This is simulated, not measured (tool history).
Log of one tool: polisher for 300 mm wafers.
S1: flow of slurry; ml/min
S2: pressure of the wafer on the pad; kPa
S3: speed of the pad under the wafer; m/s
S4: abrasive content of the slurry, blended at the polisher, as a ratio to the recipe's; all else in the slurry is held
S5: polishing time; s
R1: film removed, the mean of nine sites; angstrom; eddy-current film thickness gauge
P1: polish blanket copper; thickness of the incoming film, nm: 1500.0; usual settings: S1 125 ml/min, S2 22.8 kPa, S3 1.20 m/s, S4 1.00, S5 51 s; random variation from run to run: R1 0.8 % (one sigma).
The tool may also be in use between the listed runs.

run  hour   S1    S2    S3    S4  S5       R1
  1   2.2  125  22.8  1.20  1.00  51  1794.80
  2   5.5  125  22.8  1.20  0.55  51  1559.50
  3   8.1  125  22.8  1.90  1.00  51  2825.60
  4  12.3  125  22.8  1.20  1.00  51  1822.40
  5  16.7  185  22.8  1.20  1.00  51  1905.70
  6  20.1   75  22.8  1.20  1.00  51  1572.30
  7  24.7  125  12.4  1.20  1.20  51  1019.10
  8  27.9  125  22.8  0.84  1.00  51  1249.50
  9  30.3  125  22.8  1.20  1.00  51  1796.60
 10  34.2  125  22.8  1.20  1.00  51  1784.30
 11  36.2  125  22.8  1.20  1.00  23   812.27
 12  40.2  125  22.8  1.20  1.50  51  1946.50
 13  42.8  125  10.3  1.20  1.00  51   823.49
 14  46.6  125  14.5  1.20  1.00  66  1477.70
 15  48.8  125  22.8  1.20  1.00  70  2473.80
 16  52.8  125  35.2  1.20  1.00  51  2761.00
 17  55.1  125  22.8  1.20  1.00  51  1799.70
 18  59.2  125  22.8  1.20  1.00  51  1805.60
 19  63.3  125  22.8  1.20  1.00  51  1702.80
 20  65.9  125  22.8  1.20  1.00  51  1674.80
     66.6  -- slurry blender recalibrated
 21  69.9  125  22.8  1.20  1.00  51  1672.30

Forecast run 22:
     71.0  -- head pressure recalibrated
 22  73.8  125  22.8  1.20  1.00  51   ?

R1: 1624.50 angstrom

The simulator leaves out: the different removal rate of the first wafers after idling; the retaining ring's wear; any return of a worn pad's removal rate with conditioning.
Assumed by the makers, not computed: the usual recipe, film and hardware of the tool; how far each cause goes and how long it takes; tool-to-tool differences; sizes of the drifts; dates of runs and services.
